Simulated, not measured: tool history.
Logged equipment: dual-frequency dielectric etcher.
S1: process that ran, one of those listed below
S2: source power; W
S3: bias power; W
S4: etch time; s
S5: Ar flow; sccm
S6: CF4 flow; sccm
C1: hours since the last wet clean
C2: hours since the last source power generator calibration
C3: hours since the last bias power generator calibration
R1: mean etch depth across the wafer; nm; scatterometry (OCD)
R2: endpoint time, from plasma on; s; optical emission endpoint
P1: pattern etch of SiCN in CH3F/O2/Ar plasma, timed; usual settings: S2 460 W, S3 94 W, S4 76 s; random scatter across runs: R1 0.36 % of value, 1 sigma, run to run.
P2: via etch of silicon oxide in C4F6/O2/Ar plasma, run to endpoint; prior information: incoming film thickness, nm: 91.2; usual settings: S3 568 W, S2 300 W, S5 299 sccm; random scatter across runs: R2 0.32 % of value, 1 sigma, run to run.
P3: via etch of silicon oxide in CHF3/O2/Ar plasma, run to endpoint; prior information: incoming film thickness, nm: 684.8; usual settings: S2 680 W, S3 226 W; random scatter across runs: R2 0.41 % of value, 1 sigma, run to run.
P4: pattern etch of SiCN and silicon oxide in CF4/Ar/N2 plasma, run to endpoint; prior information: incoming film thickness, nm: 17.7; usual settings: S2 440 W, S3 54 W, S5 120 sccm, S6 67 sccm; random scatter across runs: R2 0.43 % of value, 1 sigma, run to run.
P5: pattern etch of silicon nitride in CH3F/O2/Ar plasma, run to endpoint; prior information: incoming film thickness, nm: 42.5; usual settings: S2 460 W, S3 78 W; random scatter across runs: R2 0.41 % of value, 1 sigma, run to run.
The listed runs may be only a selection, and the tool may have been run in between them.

run   hour  S1   S2   S3    S4   S5  S6     C1      C2      C3      R1      R2
  1   11.1  P1  460   94    76           430.5    3099    3246  34.013
  2   21.7  P1  460   94    76           441.1  3109.6  3256.6  33.823
  3   31.3  P1  460   94    76           450.7  3119.2  3266.2  33.952
  4   41.6  P5  340   78                   461  3129.5  3276.5          66.573
  5   50.3  P4  440   54         77  67  469.7  3138.2  3285.2          22.025
  6     60  P2  300  568        423      479.4  3147.9  3294.9          21.745
  7   65.3  P2  300  414        299      484.7  3153.2  3300.2          23.569
  8   73.7  P2  300  568        299      493.1  3161.6  3308.6          20.878
      77.8  -- source power generator calibrated
  9   80.3  P1  460   94  54.5           499.7     2.5  3315.2  24.423
 10   88.9  P1  460   55    76           508.3    11.1  3323.8  28.061
 11   95.6  P5  460  109                   515    17.8  3330.5          52.987
 12  106.2  P4  440   54        120  44  525.6    28.4  3341.1            25.3
 13  114.2  P1  460   94    76           533.6    36.4  3349.1  33.972
 14    124  P3  680  180                 543.4    46.2  3358.9          326.23
 15  130.4  P2  410  568        299      549.8    52.6  3365.3          18.724
 16  138.2  P1  310   94    76           557.6    60.4  3373.1  29.385
 17  149.3  P2  300  568        299      568.7    71.5  3384.2          20.922
 18    160  P4  550   54        120  67  579.4    82.2  3394.9          19.405
 19  171.9  P1  460  113    76           591.3    94.1  3406.8  36.311
 20  179.2  P3  880  226                 598.6   101.4  3414.1          271.84
 21  190.5  P5  460   78                 609.9   112.7  3425.4          59.986
 22  200.3  P1  460   63  46.5           619.7   122.5  3435.2  17.985
 23  210.5  P1  460   94    93           629.9   132.7  3445.4  41.729
 24  217.2  P3  680  226                 636.6   139.4  3452.1           302.4
 25  229.3  P4  440   38        120  67  648.7   151.5  3464.2          26.364
 26  234.9  P4  440   54        120  67  654.3   157.1  3469.8          23.493
 27  244.5  P1  580   94    76           663.9   166.7  3479.4  37.029
 28  252.6  P1  460   94    76             672   174.8  3487.5  34.034
 29  263.2  P1  460   94    76           682.6   185.4  3498.1  34.154
 30  271.6  P1  460   94    76             691   193.8  3506.5  34.411
 31  278.4  P1  460   94    76           697.8   200.6  3513.3  34.385
     283.2  -- wet clean of the chamber
 32  286.3  P1  460   94    76             3.2   208.5  3521.2  34.381
 33  296.3  P1  460   94    76            13.2   218.5  3531.2  34.547
 34  307.8  P1  460   94    76            24.7     230  3542.7  34.409

P1 no longer gives what it gave before; its output has crept away from where it was. The following 2 causes, each at its listed size, fit the log equally well:
A: source power that arrives over what is set, % = 4.96
B: bias power that arrives over what is set, % = 4.97
The process output started creeping at around hour 252.6.
Every other cause this tool's parts could produce, and why it does not fit the log:
chamber walls in a state that raises the etch rate, %: was serviced at hour 283.2, once the creep was under way, yet the earlier output never came back

Consider the 4 check runs below, whose results appear as question marks and each of which averages 2 wafers. Which one distinguishes the causes, in that each cause would give it a clearly different result?
check 1  319.3  P5  460   78                                ?
check 2  319.3  P2  300  568      299                       ?
check 3  319.3  P4  440   54      120  67                   ?
check 4  319.3  P3  680  226                                ?

Predicted outcomes, by check and by cause:
  check  result    if A    if B
check 1      R2  58.436  58.524
check 2      R2  20.529  20.507
check 3      R2  22.598  23.213
check 4      R2  295.29   295.7
Per check, the gap between the least separated pair of causes, taken in the result that splits them most: check 1 0.15 %; check 2 0.11 %; check 3 2.68 %; check 4 0.14 %
Check 3 tells the causes apart: in the others they would give nearly the same result.

Check 3 was then run and gave: R2 23.107 s. Which cause is it?

The correct cause is B, namely: bias power that arrives over what is set, %.
